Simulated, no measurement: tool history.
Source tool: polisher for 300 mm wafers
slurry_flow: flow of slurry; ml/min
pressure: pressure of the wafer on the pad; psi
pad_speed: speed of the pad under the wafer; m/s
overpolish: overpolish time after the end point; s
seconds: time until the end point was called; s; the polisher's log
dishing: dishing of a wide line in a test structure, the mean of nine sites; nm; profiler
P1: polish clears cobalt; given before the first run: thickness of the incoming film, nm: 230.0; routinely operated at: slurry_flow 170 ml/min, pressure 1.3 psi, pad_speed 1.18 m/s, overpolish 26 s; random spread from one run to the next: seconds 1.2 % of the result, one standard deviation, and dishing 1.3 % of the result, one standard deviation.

run,hour,slurry_flow,pressure,pad_speed,overpolish,wafers polished on this pad,hours since the slurry nozzle was cleaned,hours since the head pressure was calibrated,seconds,dishing
1,3,170,1.3,1.18,26,274,425.6,478.3,68.372,47.668
2,6.3,170,2,1.18,26,315,428.9,481.6,44.031,54.844
3,8.6,170,1.3,0.82,49,343,431.2,483.9,97.78,53.473
4,12,170,1.3,1.18,50,385,434.6,487.3,68.134,60.623
5,14.4,100,1.3,1.18,26,415,437,489.7,74.323,45.167
6,17.7,170,1.3,1.18,26,456,440.3,493,66.809,47.102
7,20,170,1.3,1.18,8,485,442.6,495.3,68.577,21.86
8,23.6,170,1.3,0.56,26,529,446.2,498.9,140.2,31.459
9,28.2,235,1.7,1.18,26,587,450.8,503.5,49.662,54.904
10,32.8,170,0.8,1.18,8,644,455.4,508.1,106.43,14.431
11,35,215,1.3,1.18,26,671,457.6,510.3,66.853,48.098
12,37.2,170,1.3,1.88,26,698,459.8,512.5,42.375,56.878
13,40.7,170,0.6,1.18,26,742,463.3,516,148.86,30.19
# hour 42.5: slurry nozzle cleaned
14,43.2,170,1.3,1.18,26,773,0.7,518.5,66.795,46.493
15,47.8,170,1.3,1.18,26,830,5.3,523.1,67.961,47.878
16,52.3,170,1.3,1.18,26,886,9.8,527.6,67.647,48.055
17,54.5,170,1.3,1.18,26,913,12,529.8,69.32,47.07
18,58.6,170,1.3,1.18,26,964,16.1,533.9,70.316,46.129
# hour 59.7: head pressure recalibrated
19,61.8,170,1.3,1.18,26,1004,19.3,2.2,72.475,45.91
20,64.1,170,1.3,1.18,26,1032,21.6,4.5,72.081,45.684
21,66.9,170,1.3,1.18,26,1067,24.4,7.3,72.062,47.105

Forecast run 22:
22,70.2,170,1.3,1.18,26,1108,27.7,10.6,?,?

seconds: 73.499 s
dishing: 45.903 nm
